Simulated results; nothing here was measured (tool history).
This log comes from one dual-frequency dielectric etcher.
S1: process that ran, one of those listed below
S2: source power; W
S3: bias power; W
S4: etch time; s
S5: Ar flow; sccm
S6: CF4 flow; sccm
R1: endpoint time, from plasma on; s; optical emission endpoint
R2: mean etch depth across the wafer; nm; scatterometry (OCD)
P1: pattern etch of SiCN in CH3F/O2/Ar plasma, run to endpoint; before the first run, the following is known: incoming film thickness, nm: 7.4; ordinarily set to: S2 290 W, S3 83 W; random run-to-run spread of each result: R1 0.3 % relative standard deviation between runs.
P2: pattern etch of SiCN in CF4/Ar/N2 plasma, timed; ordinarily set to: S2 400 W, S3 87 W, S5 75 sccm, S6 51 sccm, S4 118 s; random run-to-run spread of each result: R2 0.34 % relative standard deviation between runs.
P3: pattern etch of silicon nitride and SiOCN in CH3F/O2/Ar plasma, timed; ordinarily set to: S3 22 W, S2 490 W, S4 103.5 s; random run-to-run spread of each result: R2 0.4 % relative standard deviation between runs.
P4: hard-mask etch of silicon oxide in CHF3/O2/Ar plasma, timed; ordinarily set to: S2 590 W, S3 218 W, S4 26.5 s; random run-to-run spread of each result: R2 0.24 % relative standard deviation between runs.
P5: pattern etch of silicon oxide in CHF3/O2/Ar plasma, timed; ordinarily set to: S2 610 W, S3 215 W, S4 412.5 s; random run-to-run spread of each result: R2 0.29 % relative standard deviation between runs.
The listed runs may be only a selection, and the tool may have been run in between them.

| run | hour | S1 | S2 | S3 | S4 | S5 | S6 | R1 | R2 |
|---|---|---|---|---|---|---|---|---|---|
| 1 | 5.4 | P1 | 290 | 83 |  |  |  | 21.208 |  |
| 2 | 12.2 | P3 | 490 | 22 | 71 |  |  |  | 9.6612 |
| 3 | 17.7 | P1 | 220 | 83 |  |  |  | 23.636 |  |
| 4 | 24.7 | P2 | 560 | 87 | 118 | 75 | 51 |  | 131.99 |
| 5 | 32.7 | P5 | 610 | 215 | 412.5 |  |  |  | 882.62 |
| 6 | 36.6 | P4 | 800 | 218 | 26.5 |  |  |  | 61.075 |
| 7 | 43.8 | P2 | 400 | 87 | 118 | 75 | 51 |  | 97.814 |
| 8 | 51.1 | P4 | 590 | 218 | 26.5 |  |  |  | 54.441 |
| 9 | 57.7 | P2 | 400 | 87 | 118 | 89 | 51 |  | 96.162 |
| 10 | 66.1 | P4 | 590 | 218 | 36.5 |  |  |  | 74.952 |
| 11 | 74.6 | P1 | 290 | 63 |  |  |  | 23.465 |  |
| 12 | 80 | P5 | 610 | 215 | 227 |  |  |  | 484.12 |
| 13 | 88.3 | P4 | 590 | 301 | 26.5 |  |  |  | 60.964 |
| 14 | 94.7 | P1 | 290 | 83 |  |  |  | 21.258 |  |
| 15 | 102.8 | P5 | 610 | 215 | 412.5 |  |  |  | 881.8 |
| 16 | 107.1 | P1 | 220 | 110 |  |  |  | 21.169 |  |
| 17 | 112.9 | P3 | 490 | 13 | 103.5 |  |  |  | 11.374 |
| 18 | 120.8 | P3 | 490 | 22 | 103.5 |  |  |  | 14.082 |
| 19 | 128.6 | P2 | 400 | 61 | 118 | 75 | 51 |  | 87.002 |
|  | 129.5 | source power generator calibrated |
| 20 | 137 | P1 | 290 | 83 |  |  |  | 21.203 |  |
| 21 | 145 | P1 | 340 | 59 |  |  |  | 22.619 |  |
| 22 | 152.7 | P1 | 210 | 101 |  |  |  | 22.178 |  |
| 23 | 157.9 | P1 | 290 | 83 |  |  |  | 21.363 |  |
| 24 | 163.5 | P5 | 840 | 215 | 412.5 |  |  |  | 997.32 |
| 25 | 167.8 | P3 | 590 | 22 | 103.5 |  |  |  | 15 |
| 26 | 175.1 | P1 | 290 | 112 |  |  |  | 18.908 |  |
| 27 | 182.7 | P2 | 400 | 87 | 65 | 75 | 51 |  | 54.09 |
| 28 | 190.6 | P1 | 290 | 83 |  |  |  | 21.322 |  |
| 29 | 198.2 | P1 | 290 | 83 |  |  |  | 21.185 |  |
| 30 | 202.8 | P4 | 590 | 218 | 26.5 |  |  |  | 54.429 |
| 31 | 209.4 | P5 | 610 | 136 | 412.5 |  |  |  | 756.05 |
| 32 | 217.2 | P2 | 400 | 87 | 118 | 75 | 36 |  | 93.375 |
| 33 | 226 | P1 | 400 | 83 |  |  |  | 18.904 |  |
| 34 | 231.9 | P1 | 290 | 83 |  |  |  | 21.349 |  |
| 35 | 239.1 | P1 | 290 | 83 |  |  |  | 21.543 |  |
| 36 | 244.1 | P1 | 290 | 83 |  |  |  | 21.488 |  |
| 37 | 248.6 | P1 | 290 | 83 |  |  |  | 21.54 |  |
|  | 253.7 | wet clean of the chamber |
| 38 | 257.6 | P1 | 290 | 83 |  |  |  | 21.619 |  |
| 39 | 264.4 | P1 | 290 | 83 |  |  |  | 21.572 |  |
| 40 | 269.4 | P1 | 290 | 83 |  |  |  | 21.718 |  |

What P1 gives has crept away from where it was. These 2 causes fit the log equally well, each at the size given:
A: bias power that arrives under what is set, % = 4.87
B: source power that arrives under what is set, % = 4.87
The creep began at about hour 231.9.
Ruled out, with reasons:
chamber walls in a state that lowers the etch rate, %: serviced after onset, at hour 253.7, with no recovery of the prior output

The check runs listed below each take one wafer, and their results are still question marks. Under which run would the listed causes lead to clearly different results?
| check 1 | 274.4 | P4 | 590 | 293 | 26.5 |  |  |  | ? |
| check 2 | 274.4 | P3 | 490 | 13 | 103.5 |  |  |  | ? |
| check 3 | 274.4 | P5 | 700 | 215 | 412.5 |  |  |  | ? |
| check 4 | 274.4 | P2 | 400 | 87 | 79.5 | 75 | 51 |  | ? |

Outcome of each check run for each possible cause:
| check | result | if A | if B |
|---|---|---|---|
| check 1 | R2 | 59.408 | 59.389 |
| check 2 | R2 | 11.121 | 11.125 |
| check 3 | R2 | 912.96 | 911.29 |
| check 4 | R2 | 65.119 | 63.481 |
Smallest distance between any two causes, each pair judged by its most separating result, in per cent: check 1 0.03 %; check 2 0.04 %; check 3 0.18 %; check 4 2.55 %
Check 4 is the one run that separates the causes; every other check would come out nearly the same whichever cause is at work.

After running check 4, the following was obtained: R2 65.071 nm. Which cause does this point to?

The cause is A: bias power that arrives under what is set, %.

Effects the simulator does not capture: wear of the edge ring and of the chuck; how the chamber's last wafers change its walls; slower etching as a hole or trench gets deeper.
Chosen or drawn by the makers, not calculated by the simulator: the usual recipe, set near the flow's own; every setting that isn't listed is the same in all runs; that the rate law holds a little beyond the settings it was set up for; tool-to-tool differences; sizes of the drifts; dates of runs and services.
